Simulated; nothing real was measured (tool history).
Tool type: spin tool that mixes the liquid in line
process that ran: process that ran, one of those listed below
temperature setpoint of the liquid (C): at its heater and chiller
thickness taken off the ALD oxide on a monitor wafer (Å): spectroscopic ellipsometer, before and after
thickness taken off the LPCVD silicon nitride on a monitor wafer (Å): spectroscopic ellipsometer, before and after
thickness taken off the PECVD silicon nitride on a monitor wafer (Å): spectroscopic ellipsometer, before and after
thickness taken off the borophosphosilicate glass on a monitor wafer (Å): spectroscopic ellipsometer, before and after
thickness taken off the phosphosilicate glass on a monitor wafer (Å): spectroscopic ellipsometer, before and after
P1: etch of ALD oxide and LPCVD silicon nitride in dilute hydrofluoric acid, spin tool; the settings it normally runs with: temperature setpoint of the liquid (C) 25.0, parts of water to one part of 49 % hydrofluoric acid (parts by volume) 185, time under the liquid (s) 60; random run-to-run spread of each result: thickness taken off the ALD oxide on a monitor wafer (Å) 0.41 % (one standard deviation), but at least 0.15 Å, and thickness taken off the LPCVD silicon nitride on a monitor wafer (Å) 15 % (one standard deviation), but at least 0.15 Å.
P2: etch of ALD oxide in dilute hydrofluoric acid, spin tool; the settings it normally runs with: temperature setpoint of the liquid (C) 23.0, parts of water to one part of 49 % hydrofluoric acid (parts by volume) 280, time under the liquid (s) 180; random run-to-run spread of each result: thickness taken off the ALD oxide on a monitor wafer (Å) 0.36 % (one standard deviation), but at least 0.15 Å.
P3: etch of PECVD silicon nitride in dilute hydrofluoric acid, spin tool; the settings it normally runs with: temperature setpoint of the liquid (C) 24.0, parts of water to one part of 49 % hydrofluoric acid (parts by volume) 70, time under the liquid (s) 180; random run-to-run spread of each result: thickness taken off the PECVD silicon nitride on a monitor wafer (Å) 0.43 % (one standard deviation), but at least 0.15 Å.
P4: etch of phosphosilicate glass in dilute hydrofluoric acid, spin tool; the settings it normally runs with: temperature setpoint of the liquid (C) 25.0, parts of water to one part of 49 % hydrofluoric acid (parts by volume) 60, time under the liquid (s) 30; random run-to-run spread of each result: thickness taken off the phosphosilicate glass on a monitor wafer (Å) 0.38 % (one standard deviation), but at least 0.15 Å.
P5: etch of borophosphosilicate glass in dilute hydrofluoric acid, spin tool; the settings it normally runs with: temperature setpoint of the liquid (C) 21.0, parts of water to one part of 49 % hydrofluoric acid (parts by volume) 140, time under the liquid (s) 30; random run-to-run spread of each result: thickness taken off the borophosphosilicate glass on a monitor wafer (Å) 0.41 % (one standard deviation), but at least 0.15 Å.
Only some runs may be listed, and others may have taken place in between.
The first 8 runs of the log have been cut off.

run,hour,process that ran,temperature setpoint of the liquid (C),parts of water to one part of 49 % hydrofluoric acid (parts by volume),time under the liquid (s),hours since the thermometer was replaced,hours since the hydrofluoric acid flow meter was replaced,thickness taken off the ALD oxide on a monitor wafer (Å),thickness taken off the LPCVD silicon nitride on a monitor wafer (Å),thickness taken off the PECVD silicon nitride on a monitor wafer (Å),thickness taken off the borophosphosilicate glass on a monitor wafer (Å),thickness taken off the phosphosilicate glass on a monitor wafer (Å)
9,114.5,P3,24.0,70,180,688.3,531.8,,,104.660,,
10,128.4,P1,25.0,185,60,702.2,545.7,99.239,1.64470,,,
11,140.4,P2,23.0,280,330,714.2,557.7,208.920,,,,
12,150.8,P2,23.0,80,180,724.6,568.1,492.490,,,,
13,166.7,P5,21.0,255,30,740.5,584.0,,,,61.293,
14,175.1,P1,25.0,185,60,748.9,592.4,99.649,2.18190,,,
15,192.0,P3,24.0,70,180,765.8,609.3,,,103.780,,
16,204.3,P5,21.0,140,30,778.1,621.6,,,,123.950,
17,215.2,P1,25.0,320,20,789.0,632.5,16.791,0.21767,,,
18,222.6,P1,29.0,185,15,796.4,639.9,28.739,0.60387,,,
19,230.3,P5,21.0,140,30,804.1,647.6,,,,125.580,
20,240.9,P3,17.5,70,180,814.7,658.2,,,66.356,,
21,248.3,P1,30.5,185,60,822.1,665.6,122.380,2.92320,,,
22,260.2,P2,23.0,280,180,834.0,677.5,113.770,,,,
23,275.8,P2,23.0,280,180,849.6,693.1,114.320,,,,
24,284.0,P2,17.0,280,180,857.8,701.3,91.585,,,,
25,295.6,P3,24.0,120,180,869.4,712.9,,,61.367,,
26,311.3,P5,17.0,140,30,885.1,728.6,,,,106.790,

What will run 27 give?
27,319.8,P4,32.5,60,30,893.6,737.1,,,,,?

thickness taken off the phosphosilicate glass on a monitor wafer (Å): 1520.2

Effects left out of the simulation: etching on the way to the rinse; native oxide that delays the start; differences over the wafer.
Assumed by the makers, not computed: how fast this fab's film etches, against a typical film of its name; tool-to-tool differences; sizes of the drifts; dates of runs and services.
